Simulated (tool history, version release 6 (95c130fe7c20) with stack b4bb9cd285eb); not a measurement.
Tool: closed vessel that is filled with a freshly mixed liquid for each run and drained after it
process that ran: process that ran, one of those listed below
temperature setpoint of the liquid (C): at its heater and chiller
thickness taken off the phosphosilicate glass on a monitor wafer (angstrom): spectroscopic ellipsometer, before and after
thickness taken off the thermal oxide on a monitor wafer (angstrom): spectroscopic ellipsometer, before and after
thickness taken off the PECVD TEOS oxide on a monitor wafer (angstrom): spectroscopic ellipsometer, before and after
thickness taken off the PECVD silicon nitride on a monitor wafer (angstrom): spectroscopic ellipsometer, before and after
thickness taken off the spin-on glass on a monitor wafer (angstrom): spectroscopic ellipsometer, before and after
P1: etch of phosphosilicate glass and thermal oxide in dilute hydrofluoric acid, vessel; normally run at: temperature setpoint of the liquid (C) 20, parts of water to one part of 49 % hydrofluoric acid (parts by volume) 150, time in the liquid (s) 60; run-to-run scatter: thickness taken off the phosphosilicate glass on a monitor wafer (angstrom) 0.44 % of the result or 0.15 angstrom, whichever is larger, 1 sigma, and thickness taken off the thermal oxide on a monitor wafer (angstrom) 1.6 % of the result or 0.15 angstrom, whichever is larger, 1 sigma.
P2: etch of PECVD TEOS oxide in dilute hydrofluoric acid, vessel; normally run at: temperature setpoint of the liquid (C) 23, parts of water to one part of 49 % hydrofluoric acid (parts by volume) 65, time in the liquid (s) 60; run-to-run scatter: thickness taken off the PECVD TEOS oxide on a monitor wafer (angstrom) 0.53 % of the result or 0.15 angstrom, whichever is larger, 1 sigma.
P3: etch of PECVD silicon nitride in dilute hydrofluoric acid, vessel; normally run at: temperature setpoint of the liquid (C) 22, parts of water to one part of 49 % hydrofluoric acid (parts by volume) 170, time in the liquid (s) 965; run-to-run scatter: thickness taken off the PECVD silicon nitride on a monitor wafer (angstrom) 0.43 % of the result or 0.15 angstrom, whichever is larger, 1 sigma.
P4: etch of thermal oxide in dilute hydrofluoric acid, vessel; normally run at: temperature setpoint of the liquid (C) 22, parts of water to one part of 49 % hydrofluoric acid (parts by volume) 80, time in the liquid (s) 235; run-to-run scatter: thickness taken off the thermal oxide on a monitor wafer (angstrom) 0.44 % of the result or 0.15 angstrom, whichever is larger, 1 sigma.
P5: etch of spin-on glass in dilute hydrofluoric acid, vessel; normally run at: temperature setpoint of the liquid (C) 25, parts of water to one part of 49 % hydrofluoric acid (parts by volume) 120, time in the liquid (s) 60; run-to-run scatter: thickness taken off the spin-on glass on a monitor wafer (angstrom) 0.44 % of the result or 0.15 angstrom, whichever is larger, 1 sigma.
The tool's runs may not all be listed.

run,hour,process that ran,temperature setpoint of the liquid (C),parts of water to one part of 49 % hydrofluoric acid (parts by volume),time in the liquid (s),hours since the thermometer was replaced,hours since the hydrofluoric acid flow meter was replaced,thickness taken off the phosphosilicate glass on a monitor wafer (angstrom),thickness taken off the thermal oxide on a monitor wafer (angstrom),thickness taken off the PECVD TEOS oxide on a monitor wafer (angstrom),thickness taken off the PECVD silicon nitride on a monitor wafer (angstrom),thickness taken off the spin-on glass on a monitor wafer (angstrom)
1,3.6,P1,20,150,60,223.7,679.5,563.42,14.762,,,
2,11.3,P1,17,40,60,231.4,687.2,2096.3,54.61,,,
3,15.2,P4,17,80,235,235.3,691.1,,109.56,,,
4,21.6,P2,23,65,60,241.7,697.5,,,171.61,,
5,25.1,P1,17,150,60,245.2,701,499.35,13.118,,,
6,30,P2,23,115,60,250.1,705.9,,,90,,
7,34.4,P1,20,150,30,254.5,710.3,281.58,7.0706,,,
8,39.5,P3,22,170,260,259.6,715.4,,,,31.514,
9,46.2,P3,22,170,965,266.3,722.1,,,,116.58,
10,51.9,P5,25,120,60,272,727.8,,,,,196.47
11,58.9,P4,22,45,235,279,734.8,,255.17,,,
12,66.4,P1,20,245,60,286.5,742.3,315.11,7.9457,,,
13,69.7,P5,25,35,60,289.8,745.6,,,,,750.58
14,77,P1,20,150,60,297.1,752.9,565.79,14.6,,,
15,83.6,P1,20,150,60,303.7,759.5,562.9,14.369,,,
16,89.1,P1,20,150,60,309.2,765,564.71,14.702,,,
17,95.4,P5,25,120,95,315.5,771.3,,,,,310.84
18,100.4,P2,29,65,60,320.5,776.3,,,217.18,,
19,104.8,P5,29,120,60,324.9,780.7,,,,,227.32
20,111,P4,22,80,415,331.1,786.9,,238.94,,,
21,118.3,P4,22,80,235,338.4,794.2,,136.2,,,
22,123.3,P5,25,120,60,343.4,799.2,,,,,199.45
23,130.6,P1,20,150,60,350.7,806.5,563.67,14.553,,,
24,136.3,P1,20,70,60,356.4,812.2,1322.9,33.747,,,
25,142.9,P2,23,65,110,363,818.8,,,311.44,,
26,147.6,P3,27.5,170,965,367.7,823.5,,,,164.88,
27,152,P1,26,150,60,372.1,827.9,716.67,18.507,,,
28,157.8,P1,20,150,105,377.9,833.7,985.24,25.337,,,
29,165.2,P3,22,255,965,385.3,841.1,,,,78.721,
30,171.6,P1,20,150,60,391.7,847.5,563.08,14.967,,,
31,178.3,P1,20,150,60,398.4,854.2,544.16,13.4,,,
32,182.2,P1,20,150,60,402.3,858.1,536.1,13.64,,,
33,186.6,P1,20,150,60,406.7,862.5,527.67,13.645,,,
34,191,P1,20,150,60,411.1,866.9,525.8,13.496,,,
35,197.6,P1,20,150,60,417.7,873.5,522.6,13.197,,,
36,201.9,P1,20,150,60,422,877.8,523.68,13.375,,,
37,207.1,P1,20,150,60,427.2,883,519.06,13.714,,,

What P1 gives has crept away from where it was. These 2 causes fit the log equally well, each at the size given:
A: liquid colder than its thermometer reads (K) = 1.96
B: hydrofluoric acid flow below the setpoint (%) = 6.55
The creep began at about hour 171.6.

4 check runs are offered, one wafer each, their results left as question marks. Which one tells the causes apart?
check 1,212.3,P3,22,170,965,,,,,,?,
check 2,212.3,P2,23,65,60,,,,,?,,
check 3,212.3,P4,22,80,235,,,,?,,,
check 4,212.3,P5,25,120,60,,,,,,,?

What each check would give under each cause:
check,result,if A,if B
check 1,thickness taken off the PECVD silicon nitride on a monitor wafer (angstrom),102.45,109.04
check 2,thickness taken off the PECVD TEOS oxide on a monitor wafer (angstrom),156.54,157.71
check 3,thickness taken off the thermal oxide on a monitor wafer (angstrom),125.59,126.38
check 4,thickness taken off the spin-on glass on a monitor wafer (angstrom),182.48,182.23
How far apart the two closest causes lie, in the result that separates them most: check 1 6.23 %; check 2 0.75 %; check 3 0.63 %; check 4 0.14 %
Check 1 tells the causes apart: in the others they would give nearly the same result.

Check 1 was then run and gave: thickness taken off the PECVD silicon nitride on a monitor wafer (angstrom) 108.99. Which cause is it?

It is B: hydrofluoric acid flow below the setpoint (%).
